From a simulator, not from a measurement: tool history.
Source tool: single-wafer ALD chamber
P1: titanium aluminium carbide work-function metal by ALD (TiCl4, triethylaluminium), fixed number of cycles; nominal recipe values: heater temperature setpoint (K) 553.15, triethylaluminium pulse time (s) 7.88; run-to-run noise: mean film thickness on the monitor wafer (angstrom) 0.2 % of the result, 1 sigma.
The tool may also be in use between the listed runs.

run,day,heater temperature setpoint (K),triethylaluminium pulse time (s),hours since the last thermocouple change,hours since the last triethylaluminium bottle change,mean film thickness on the monitor wafer (angstrom)
1,0.358,553.15,7.88,680.5,556.2,17.045
2,0.796,553.15,7.88,691,566.7,16.974
3,1.538,573.15,5.79,708.8,584.5,17.257
4,1.925,553.15,7.88,718.1,593.8,17.004
5,2.308,553.15,3.23,727.3,603,12.222
6,2.725,575.15,7.88,737.3,613,18.839
7,3.288,528.15,7.88,750.8,626.5,15.079
8,3.879,553.15,7.88,765,640.7,17.017
9,4.667,569.15,11.78,783.9,659.6,19.279
10,5.104,553.15,7.88,794.4,670.1,16.987
11,5.788,553.15,7.88,810.8,686.5,17.043
12,6.204,574.15,4.42,820.8,696.5,15.674
13,6.692,553.15,13.09,832.5,708.2,18.041
14,7.117,553.15,7.88,842.7,718.4,17.014
15,7.85,553.15,7.88,860.3,736,16.865
16,8.4,553.15,7.88,873.5,749.2,16.797
17,9.196,553.15,7.88,892.6,768.3,16.738
18,9.912,553.15,7.88,909.8,785.5,16.684
19,10.558,553.15,7.88,925.3,801,16.672

Predict the results of run 20:
20,11.175,553.15,7.88,940.1,815.8,?

Run 20 gave mean film thickness on the monitor wafer (angstrom) 16.708.

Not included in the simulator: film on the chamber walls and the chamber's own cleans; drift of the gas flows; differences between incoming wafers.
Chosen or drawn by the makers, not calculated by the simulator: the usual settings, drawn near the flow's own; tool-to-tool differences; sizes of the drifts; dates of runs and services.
